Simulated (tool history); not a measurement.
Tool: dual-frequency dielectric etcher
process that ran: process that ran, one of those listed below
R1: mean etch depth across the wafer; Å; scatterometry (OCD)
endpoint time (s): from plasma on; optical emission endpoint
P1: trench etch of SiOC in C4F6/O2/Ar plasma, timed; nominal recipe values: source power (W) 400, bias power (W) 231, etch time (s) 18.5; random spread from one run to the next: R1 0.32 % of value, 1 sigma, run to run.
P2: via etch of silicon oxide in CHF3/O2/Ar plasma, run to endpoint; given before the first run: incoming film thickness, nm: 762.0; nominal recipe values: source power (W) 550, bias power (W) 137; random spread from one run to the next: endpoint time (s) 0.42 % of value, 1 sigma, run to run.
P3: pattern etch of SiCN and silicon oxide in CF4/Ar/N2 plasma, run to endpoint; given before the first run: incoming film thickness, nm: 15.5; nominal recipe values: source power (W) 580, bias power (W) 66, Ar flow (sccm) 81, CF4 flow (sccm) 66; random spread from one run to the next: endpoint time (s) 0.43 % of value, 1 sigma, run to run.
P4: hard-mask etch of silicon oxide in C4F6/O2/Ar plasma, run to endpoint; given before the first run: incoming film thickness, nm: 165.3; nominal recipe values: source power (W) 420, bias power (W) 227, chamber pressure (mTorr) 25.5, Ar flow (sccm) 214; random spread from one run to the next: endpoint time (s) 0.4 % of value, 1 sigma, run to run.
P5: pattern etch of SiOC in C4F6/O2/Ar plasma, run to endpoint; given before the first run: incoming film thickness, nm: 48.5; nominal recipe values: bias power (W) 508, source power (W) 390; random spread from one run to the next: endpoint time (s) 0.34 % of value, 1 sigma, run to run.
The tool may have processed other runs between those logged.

run 1 hour=4.8 | process_that_ran=P1 source_power_(W)=400 bias_power_(W)=231 etch_time_(s)=18.5 | R1=423.77
run 2 hour=9.5 | process_that_ran=P5 source_power_(W)=390 bias_power_(W)=508 | endpoint_time_(s)=16.377
run 3 hour=13.9 | process_that_ran=P3 source_power_(W)=580 bias_power_(W)=66 Ar_flow_(sccm)=48 CF4_flow_(sccm)=66 | endpoint_time_(s)=13.053
run 4 hour=18.5 | process_that_ran=P5 source_power_(W)=390 bias_power_(W)=704 | endpoint_time_(s)=14.479
run 5 hour=25.1 | process_that_ran=P3 source_power_(W)=580 bias_power_(W)=66 Ar_flow_(sccm)=81 CF4_flow_(sccm)=45 | endpoint_time_(s)=14.856
run 6 hour=28.8 | process_that_ran=P4 source_power_(W)=420 bias_power_(W)=227 Ar_flow_(sccm)=214 chamber_pressure_(mTorr)=25.5 | endpoint_time_(s)=44.339
run 7 hour=33.0 | process_that_ran=P5 source_power_(W)=390 bias_power_(W)=508 | endpoint_time_(s)=16.398
run 8 hour=39.0 | process_that_ran=P1 source_power_(W)=400 bias_power_(W)=231 etch_time_(s)=18.5 | R1=421.15
run 9 hour=43.9 | process_that_ran=P3 source_power_(W)=720 bias_power_(W)=66 Ar_flow_(sccm)=81 CF4_flow_(sccm)=66 | endpoint_time_(s)=11.600
run 10 hour=50.1 | process_that_ran=P1 source_power_(W)=400 bias_power_(W)=231 etch_time_(s)=13.0 | R1=298.37
run 11 hour=54.5 | process_that_ran=P1 source_power_(W)=510 bias_power_(W)=231 etch_time_(s)=18.5 | R1=463.68
run 12 hour=57.6 | process_that_ran=P2 source_power_(W)=770 bias_power_(W)=137 | endpoint_time_(s)=381.660
run 13 hour=63.1 | process_that_ran=P5 source_power_(W)=470 bias_power_(W)=508 | endpoint_time_(s)=15.400
run 14 hour=66.6 | process_that_ran=P2 source_power_(W)=550 bias_power_(W)=137 | endpoint_time_(s)=432.140
run 15 hour=70.1 | process_that_ran=P4 source_power_(W)=420 bias_power_(W)=227 Ar_flow_(sccm)=214 chamber_pressure_(mTorr)=36.0 | endpoint_time_(s)=46.585
run 16 hour=76.4 | process_that_ran=P1 source_power_(W)=400 bias_power_(W)=231 etch_time_(s)=18.5 | R1=423.20
run 17 hour=80.9 | process_that_ran=P4 source_power_(W)=320 bias_power_(W)=227 Ar_flow_(sccm)=214 chamber_pressure_(mTorr)=25.5 | endpoint_time_(s)=49.244
run 18 hour=85.7 | process_that_ran=P4 source_power_(W)=420 bias_power_(W)=227 Ar_flow_(sccm)=129 chamber_pressure_(mTorr)=25.5 | endpoint_time_(s)=42.021
-- hour=89.4 bias power generator calibrated
run 19 hour=91.5 | process_that_ran=P1 source_power_(W)=400 bias_power_(W)=142 etch_time_(s)=26.0 | R1=511.65
run 20 hour=95.1 | process_that_ran=P4 source_power_(W)=420 bias_power_(W)=146 Ar_flow_(sccm)=214 chamber_pressure_(mTorr)=25.5 | endpoint_time_(s)=51.121
run 21 hour=98.8 | process_that_ran=P1 source_power_(W)=240 bias_power_(W)=231 etch_time_(s)=18.5 | R1=347.55
run 22 hour=103.0 | process_that_ran=P1 source_power_(W)=400 bias_power_(W)=231 etch_time_(s)=18.5 | R1=423.23
run 23 hour=108.9 | process_that_ran=P3 source_power_(W)=580 bias_power_(W)=66 Ar_flow_(sccm)=81 CF4_flow_(sccm)=66 | endpoint_time_(s)=14.062
run 24 hour=112.5 | process_that_ran=P3 source_power_(W)=580 bias_power_(W)=83 Ar_flow_(sccm)=81 CF4_flow_(sccm)=66 | endpoint_time_(s)=13.209
run 25 hour=118.7 | process_that_ran=P1 source_power_(W)=400 bias_power_(W)=231 etch_time_(s)=18.5 | R1=423.73
-- hour=121.8 source power generator calibrated
run 26 hour=124.1 | process_that_ran=P1 source_power_(W)=400 bias_power_(W)=305 etch_time_(s)=18.5 | R1=461.93
run 27 hour=130.9 | process_that_ran=P2 source_power_(W)=550 bias_power_(W)=98 | endpoint_time_(s)=478.460
run 28 hour=135.8 | process_that_ran=P1 source_power_(W)=400 bias_power_(W)=180 etch_time_(s)=18.5 | R1=390.96
run 29 hour=141.6 | process_that_ran=P1 source_power_(W)=400 bias_power_(W)=231 etch_time_(s)=25.0 | R1=571.91
run 30 hour=148.1 | process_that_ran=P1 source_power_(W)=400 bias_power_(W)=231 etch_time_(s)=18.5 | R1=423.44
run 31 hour=153.2 | process_that_ran=P1 source_power_(W)=400 bias_power_(W)=231 etch_time_(s)=18.5 | R1=419.91
run 32 hour=157.9 | process_that_ran=P1 source_power_(W)=400 bias_power_(W)=231 etch_time_(s)=18.5 | R1=420.69
run 33 hour=161.2 | process_that_ran=P1 source_power_(W)=400 bias_power_(W)=231 etch_time_(s)=18.5 | R1=417.15
run 34 hour=166.7 | process_that_ran=P1 source_power_(W)=400 bias_power_(W)=231 etch_time_(s)=18.5 | R1=417.05
-- hour=167.2 wet clean of the chamber
run 35 hour=171.0 | process_that_ran=P1 source_power_(W)=400 bias_power_(W)=231 etch_time_(s)=18.5 | R1=416.05
run 36 hour=176.6 | process_that_ran=P1 source_power_(W)=400 bias_power_(W)=231 etch_time_(s)=18.5 | R1=417.44
run 37 hour=180.5 | process_that_ran=P1 source_power_(W)=400 bias_power_(W)=231 etch_time_(s)=18.5 | R1=415.75

Compared with where it was, what P1 gives has crept away. Each cause listed below fits the log as well as the rest, at the size given for it:
A: source power that arrives under what is set, % = 4.11
B: bias power that arrives under what is set, % = 4.74
At approximately hour 148.1, the process output began to creep.
Ruled out, with reasons:
chamber walls in a state that lowers the etch rate, %: its service at hour 167.2 followed the start of the drift and did not put the process back to its old value

Of the 4 check runs below, each run on 2 wafers with the results averaged and each result still a question mark, which one would tell the listed causes apart?
run check 1 hour=184.4 | process_that_ran=P2 source_power_(W)=550 bias_power_(W)=137 | endpoint_time_(s)=?
run check 2 hour=184.4 | process_that_ran=P3 source_power_(W)=580 bias_power_(W)=66 Ar_flow_(sccm)=81 CF4_flow_(sccm)=66 | endpoint_time_(s)=?
run check 3 hour=184.4 | process_that_ran=P4 source_power_(W)=420 bias_power_(W)=227 Ar_flow_(sccm)=214 chamber_pressure_(mTorr)=25.5 | endpoint_time_(s)=?
run check 4 hour=184.4 | process_that_ran=P5 source_power_(W)=390 bias_power_(W)=508 | endpoint_time_(s)=?

How each check would come out, cause by cause:
check=check_1 result=endpoint_time_(s) if_A=439.360 if_B=438.990
check=check_2 result=endpoint_time_(s) if_A=14.634 if_B=14.315
check=check_3 result=endpoint_time_(s) if_A=45.102 if_B=45.094
check=check_4 result=endpoint_time_(s) if_A=16.672 if_B=16.717
Per-check spread between the two closest causes, in the result where they differ most: check 1 0.09 %; check 2 2.2 %; check 3 0.02 %; check 4 0.27 %
Only check 2 tells the causes apart: in the others they would give nearly the same result.

Check 2 was carried out, with these results: endpoint time (s) 14.302. Which of the listed causes is responsible?

B is the cause: bias power that arrives under what is set, %.
